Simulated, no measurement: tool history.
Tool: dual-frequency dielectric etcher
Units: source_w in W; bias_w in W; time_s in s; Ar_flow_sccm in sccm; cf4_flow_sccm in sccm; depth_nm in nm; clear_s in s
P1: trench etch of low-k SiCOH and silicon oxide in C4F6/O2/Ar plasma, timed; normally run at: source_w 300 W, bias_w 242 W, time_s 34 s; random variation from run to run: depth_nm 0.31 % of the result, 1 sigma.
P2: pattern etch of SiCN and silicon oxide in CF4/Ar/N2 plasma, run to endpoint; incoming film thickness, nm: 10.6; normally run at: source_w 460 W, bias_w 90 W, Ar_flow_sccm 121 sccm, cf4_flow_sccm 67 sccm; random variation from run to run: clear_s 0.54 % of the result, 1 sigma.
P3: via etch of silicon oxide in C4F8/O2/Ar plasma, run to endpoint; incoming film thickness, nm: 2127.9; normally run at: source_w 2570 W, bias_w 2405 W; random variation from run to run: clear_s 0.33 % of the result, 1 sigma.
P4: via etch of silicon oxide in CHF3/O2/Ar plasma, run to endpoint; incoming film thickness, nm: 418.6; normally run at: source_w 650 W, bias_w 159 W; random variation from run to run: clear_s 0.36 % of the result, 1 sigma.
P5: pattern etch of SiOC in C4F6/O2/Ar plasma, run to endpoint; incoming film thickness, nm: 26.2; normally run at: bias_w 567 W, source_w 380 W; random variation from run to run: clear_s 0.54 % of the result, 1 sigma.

run	hour	process	source_w	bias_w	time_s	Ar_flow_sccm	cf4_flow_sccm	hours since the last wet clean	hours since the last source power generator calibration	hours since the last bias power generator calibration	depth_nm	clear_s
1	10.1	P1	300	242	34			103.4	1177.2	891.4	104	
2	19.8	P1	240	242	41.5			113.1	1186.9	901.1	117.69	
3	31.8	P1	220	242	34			125.1	1198.9	913.1	93.152	
4	39	P5	260	567				132.3	1206.1	920.3		9.7832
5	47.1	P5	380	567				140.4	1214.2	928.4		8.5722
6	61.1	P1	410	203	34			154.4	1228.2	942.4	111.11	
7	71.6	P4	650	159				164.9	1238.7	952.9		207.3
8	82.4	P1	300	242	34			175.7	1249.5	963.7	103.67	
9	95.7	P1	300	242	34			189	1262.8	977	104.79	
10	110.2	P1	300	242	34			203.5	1277.3	991.5	104.76	
11	124.1	P1	300	242	25.5			217.4	1291.2	1005.4	78.298	
12	137.5	P2	460	56		121	67	230.8	1304.6	1018.8		13.722
13	151.2	P2	460	90		158	67	244.5	1318.3	1032.5		11.895
14	158	P1	300	242	48			251.3	1325.1	1039.3	147.82	
15	169.7	P1	300	285	34			263	1336.8	1051	110.24	
16	181.3	P5	380	567				274.6	1348.4	1062.6		8.5492
17	192.5	P1	300	242	34			285.8	1359.6	1073.8	104.57	
18	204	P1	300	242	34			297.3	1371.1	1085.3	104.66	
19	216.5	P1	300	242	34			309.8	1383.6	1097.8	104.35	
20	224.1	P3	2570	2405				317.4	1391.2	1105.4		368.1
21	231.8	P4	770	159				325.1	1398.9	1113.1		193.08
22	244.6	P3	2570	2405				337.9	1411.7	1125.9		370.81
23	253	P4	650	159				346.3	1420.1	1134.3		207.36
24	261.5	P2	460	90		121	39	354.8	1428.6	1142.8		12.48
25	273.2	P3	3570	2405				366.5	1440.3	1154.5		323.83
26	286.6	P3	2570	1891				379.9	1453.7	1167.9		395.45
27	299.9	P2	460	90		121	67	393.2	1467	1181.2		11.552
28	309.7	P2	560	90		121	67	403	1476.8	1191		9.6784
29	317.1	P5	380	805				410.4	1484.2	1198.4		7.4547
30	327.1	P1	430	242	34			420.4	1494.2	1208.4	120.69	
31	337.3	P4	650	104				430.6	1504.4	1218.6		237.28
32	351.6	P1	300	168	34			444.9	1518.7	1232.9	93.388	
33	365.6	P1	300	242	34			458.9	1532.7	1246.9	104.11	
34	372.9	P1	300	242	34			466.2	1540	1254.2	105.29	
35	383.4	P1	300	242	34			476.7	1550.5	1264.7	105.95	
36	390.2	P1	300	242	34			483.5	1557.3	1271.5	105.02	
# hour 397.4: wet clean of the chamber
37	403.3	P1	300	242	34			6	1570.4	1284.6	106.04	
38	413.4	P1	300	242	34			16.1	1580.5	1294.7	105.99	
39	423.2	P1	300	242	34			25.9	1590.3	1304.5	106.67	

What P1 gives has crept away from where it was. These 2 causes fit the log equally well, each at the size given:
A: source power that arrives over what is set, % = 4.09
B: bias power that arrives over what is set, % = 4.55
The creep began at about hour 365.6.
Why every other cause is out:
chamber walls in a state that raises the etch rate, %: serviced at hour 397.4, which brought nothing back

4 check runs are offered, each on 5 wafers whose results are averaged, their results left as question marks. Which one tells the causes apart?
check 1	433	P4	770	107								?
check 2	433	P3	3480	2405								?
check 3	433	P5	320	756								?
check 4	433	P2	540	57		121	67					?

What each check would give under each cause:
check	result	if A	if B
check 1	clear_s	216.12	216.74
check 2	clear_s	321.75	322.8
check 3	clear_s	8.0251	7.9991
check 4	clear_s	11.326	11.565
How far apart the two closest causes lie, in the result that separates them most: check 1 0.29 %; check 2 0.33 %; check 3 0.32 %; check 4 2.08 %
Check 4 tells the causes apart: in the others they would give nearly the same result.

Check 4 was then run and gave: clear_s 11.532 s. Which cause is it?

It is B: bias power that arrives over what is set, %.
